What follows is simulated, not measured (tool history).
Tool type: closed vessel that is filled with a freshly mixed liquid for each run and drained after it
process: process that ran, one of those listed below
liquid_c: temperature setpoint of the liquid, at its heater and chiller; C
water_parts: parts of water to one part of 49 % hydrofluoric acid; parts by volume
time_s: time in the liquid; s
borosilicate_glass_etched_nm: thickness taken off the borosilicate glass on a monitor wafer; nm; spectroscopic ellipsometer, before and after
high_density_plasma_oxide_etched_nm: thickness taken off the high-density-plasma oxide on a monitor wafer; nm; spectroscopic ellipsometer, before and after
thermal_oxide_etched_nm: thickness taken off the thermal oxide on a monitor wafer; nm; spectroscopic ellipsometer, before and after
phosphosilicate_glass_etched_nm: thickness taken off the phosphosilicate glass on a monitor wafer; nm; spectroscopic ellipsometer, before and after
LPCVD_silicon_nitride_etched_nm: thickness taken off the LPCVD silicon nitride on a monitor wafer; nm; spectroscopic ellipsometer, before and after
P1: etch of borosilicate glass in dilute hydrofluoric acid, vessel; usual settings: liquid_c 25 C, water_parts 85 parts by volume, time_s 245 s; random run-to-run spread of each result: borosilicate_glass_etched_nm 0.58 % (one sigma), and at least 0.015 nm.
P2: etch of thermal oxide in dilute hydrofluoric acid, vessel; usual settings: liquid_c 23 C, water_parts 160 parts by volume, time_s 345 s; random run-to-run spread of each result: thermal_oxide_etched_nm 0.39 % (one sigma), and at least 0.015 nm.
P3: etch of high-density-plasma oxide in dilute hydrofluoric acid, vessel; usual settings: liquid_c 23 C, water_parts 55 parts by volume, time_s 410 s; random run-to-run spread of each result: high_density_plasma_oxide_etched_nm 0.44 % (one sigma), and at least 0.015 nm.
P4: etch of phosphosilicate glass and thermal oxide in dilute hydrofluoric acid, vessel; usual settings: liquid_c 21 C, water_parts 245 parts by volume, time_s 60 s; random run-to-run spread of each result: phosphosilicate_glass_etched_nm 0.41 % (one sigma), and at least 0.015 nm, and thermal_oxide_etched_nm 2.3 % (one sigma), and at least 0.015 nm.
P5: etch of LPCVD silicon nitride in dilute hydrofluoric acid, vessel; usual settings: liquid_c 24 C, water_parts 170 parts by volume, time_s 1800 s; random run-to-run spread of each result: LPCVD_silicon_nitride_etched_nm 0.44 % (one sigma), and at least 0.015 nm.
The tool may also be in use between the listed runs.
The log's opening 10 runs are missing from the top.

| run | hour | process | liquid_c | water_parts | time_s | hours since the thermometer was replaced | hours since the hydrofluoric acid flow meter was replaced | borosilicate_glass_etched_nm | high_density_plasma_oxide_etched_nm | thermal_oxide_etched_nm | phosphosilicate_glass_etched_nm | LPCVD_silicon_nitride_etched_nm |
|---|---|---|---|---|---|---|---|---|---|---|---|---|
| 11 | 81 | P1 | 30.5 | 85 | 245 | 624.6 | 1548.4 | 65.232 |  |  |  |  |
| 12 | 88.3 | P4 | 21 | 90 | 60 | 631.9 | 1555.7 |  |  | 2.9364 | 52.858 |  |
| 13 | 95.4 | P2 | 23 | 65 | 345 | 639 | 1562.8 |  |  | 25.723 |  |  |
| 14 | 104.8 | P1 | 25 | 85 | 245 | 648.4 | 1572.2 | 53.826 |  |  |  |  |
| 15 | 113.4 | P3 | 23 | 25 | 410 | 657 | 1580.8 |  | 85.873 |  |  |  |
| 16 | 118.2 | P5 | 24 | 170 | 1800 | 661.8 | 1585.6 |  |  |  |  | 5.8134 |
| 17 | 125.4 | P1 | 25 | 130 | 245 | 669 | 1592.8 | 32.904 |  |  |  |  |
| 18 | 130.3 | P5 | 30.5 | 170 | 1800 | 673.9 | 1597.7 |  |  |  |  | 8.7444 |
| 19 | 137.2 | P3 | 23 | 55 | 410 | 680.8 | 1604.6 |  | 37.506 |  |  |  |
| 20 | 142 | P3 | 23 | 55 | 220 | 685.6 | 1609.4 |  | 20.09 |  |  |  |
| 21 | 152.2 | P4 | 17 | 245 | 60 | 695.8 | 1619.6 |  |  | 0.76297 | 14.118 |  |
| 22 | 158.5 | P1 | 21.5 | 150 | 245 | 702.1 | 1625.9 | 24.529 |  |  |  |  |
| 23 | 168.3 | P2 | 23 | 160 | 345 | 711.9 | 1635.7 |  |  | 9.2885 |  |  |
| 24 | 174.4 | P4 | 21 | 245 | 60 | 718 | 1641.8 |  |  | 0.93744 | 16.383 |  |
| 25 | 184.4 | P5 | 24 | 40 | 1800 | 728 | 1651.8 |  |  |  |  | 24.079 |
| 26 | 192 | P1 | 25 | 85 | 75 | 735.6 | 1659.4 | 16.304 |  |  |  |  |
| 27 | 200.5 | P2 | 23 | 160 | 555 | 744.1 | 1667.9 |  |  | 14.991 |  |  |
| 28 | 210.6 | P5 | 24 | 170 | 3345 | 754.2 | 1678 |  |  |  |  | 10.861 |

Expected results for the next run?
| 29 | 217 | P1 | 25 | 85 | 245 | 760.6 | 1684.4 | ? |  |  |  |  |

{"run 29": {"borosilicate_glass_etched_nm": 53.425}}
